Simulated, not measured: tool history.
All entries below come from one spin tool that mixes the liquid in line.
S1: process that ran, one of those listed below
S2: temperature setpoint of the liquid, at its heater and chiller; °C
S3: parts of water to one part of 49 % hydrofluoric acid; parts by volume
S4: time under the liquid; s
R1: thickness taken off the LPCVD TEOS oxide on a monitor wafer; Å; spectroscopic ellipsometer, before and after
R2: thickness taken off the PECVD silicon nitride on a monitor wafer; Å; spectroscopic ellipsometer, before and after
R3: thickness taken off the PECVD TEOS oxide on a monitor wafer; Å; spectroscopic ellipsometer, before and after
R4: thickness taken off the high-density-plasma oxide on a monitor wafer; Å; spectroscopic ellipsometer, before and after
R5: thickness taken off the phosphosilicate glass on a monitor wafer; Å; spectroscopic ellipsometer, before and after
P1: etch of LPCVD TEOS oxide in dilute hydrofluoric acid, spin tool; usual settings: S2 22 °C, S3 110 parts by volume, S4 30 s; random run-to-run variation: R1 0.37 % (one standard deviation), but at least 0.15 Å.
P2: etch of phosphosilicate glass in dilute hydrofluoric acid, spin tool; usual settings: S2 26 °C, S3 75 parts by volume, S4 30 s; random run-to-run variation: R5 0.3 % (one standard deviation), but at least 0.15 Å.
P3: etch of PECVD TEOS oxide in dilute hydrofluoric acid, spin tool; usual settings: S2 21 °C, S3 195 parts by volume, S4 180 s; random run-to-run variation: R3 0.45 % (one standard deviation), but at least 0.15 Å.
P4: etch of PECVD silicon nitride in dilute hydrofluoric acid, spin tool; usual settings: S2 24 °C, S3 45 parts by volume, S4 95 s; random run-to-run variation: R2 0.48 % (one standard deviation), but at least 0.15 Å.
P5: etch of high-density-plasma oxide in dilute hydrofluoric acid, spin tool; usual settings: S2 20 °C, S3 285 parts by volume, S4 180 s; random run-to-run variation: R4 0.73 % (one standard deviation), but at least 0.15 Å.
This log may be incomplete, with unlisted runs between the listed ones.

| run | hour | S1 | S2 | S3 | S4 | R1 | R2 | R3 | R4 | R5 |
|---|---|---|---|---|---|---|---|---|---|---|
| 1 | 5.2 | P1 | 22 | 110 | 30 | 141.41 |  |  |  |  |
| 2 | 10.3 | P1 | 22 | 165 | 30 | 89.149 |  |  |  |  |
| 3 | 20.1 | P4 | 24 | 45 | 95 |  | 97.899 |  |  |  |
| 4 | 30 | P1 | 22 | 110 | 30 | 140.66 |  |  |  |  |
| 5 | 36.4 | P1 | 22 | 110 | 30 | 140.64 |  |  |  |  |
| 6 | 46.8 | P1 | 26 | 110 | 30 | 165.04 |  |  |  |  |
| 7 | 53.6 | P1 | 17 | 110 | 45 | 171.51 |  |  |  |  |
| 8 | 59.1 | P1 | 22 | 110 | 30 | 140.25 |  |  |  |  |
| 9 | 64.7 | P3 | 21 | 195 | 15 |  |  | 9.5519 |  |  |
| 10 | 69.4 | P5 | 20 | 285 | 65 |  |  |  | 10.572 |  |
| 11 | 78.3 | P3 | 21 | 195 | 180 |  |  | 113.2 |  |  |
| 12 | 84 | P4 | 24 | 45 | 175 |  | 181.23 |  |  |  |
| 13 | 90.4 | P1 | 22 | 110 | 15 | 70.992 |  |  |  |  |
| 14 | 97 | P1 | 17 | 110 | 30 | 114.99 |  |  |  |  |
| 15 | 107.6 | P2 | 26 | 75 | 55 |  |  |  |  | 807.75 |
| 16 | 114.3 | P2 | 26 | 125 | 30 |  |  |  |  | 246.57 |
| 17 | 120.9 | P4 | 18.5 | 45 | 95 |  | 67.652 |  |  |  |
| 18 | 129.2 | P4 | 24 | 20 | 95 |  | 215.25 |  |  |  |
| 19 | 133.9 | P2 | 18 | 75 | 30 |  |  |  |  | 317.5 |
| 20 | 144.6 | P2 | 26 | 75 | 30 |  |  |  |  | 439.98 |
| 21 | 149.4 | P5 | 27.5 | 285 | 180 |  |  |  | 38.697 |  |
| 22 | 155.6 | P5 | 20 | 285 | 180 |  |  |  | 29.446 |  |
| 23 | 160.5 | P3 | 21 | 320 | 180 |  |  | 61.456 |  |  |
| 24 | 170.6 | P3 | 28 | 195 | 180 |  |  | 147.22 |  |  |
| 25 | 176.5 | P1 | 22 | 70 | 15 | 116.28 |  |  |  |  |
| 26 | 184.2 | P1 | 22 | 110 | 50 | 235.99 |  |  |  |  |

Forecast run 27:
| 27 | 191.3 | P4 | 24 | 45 | 95 |  | ? |  |  |  |

{"run 27": {"R2": 97.419}}
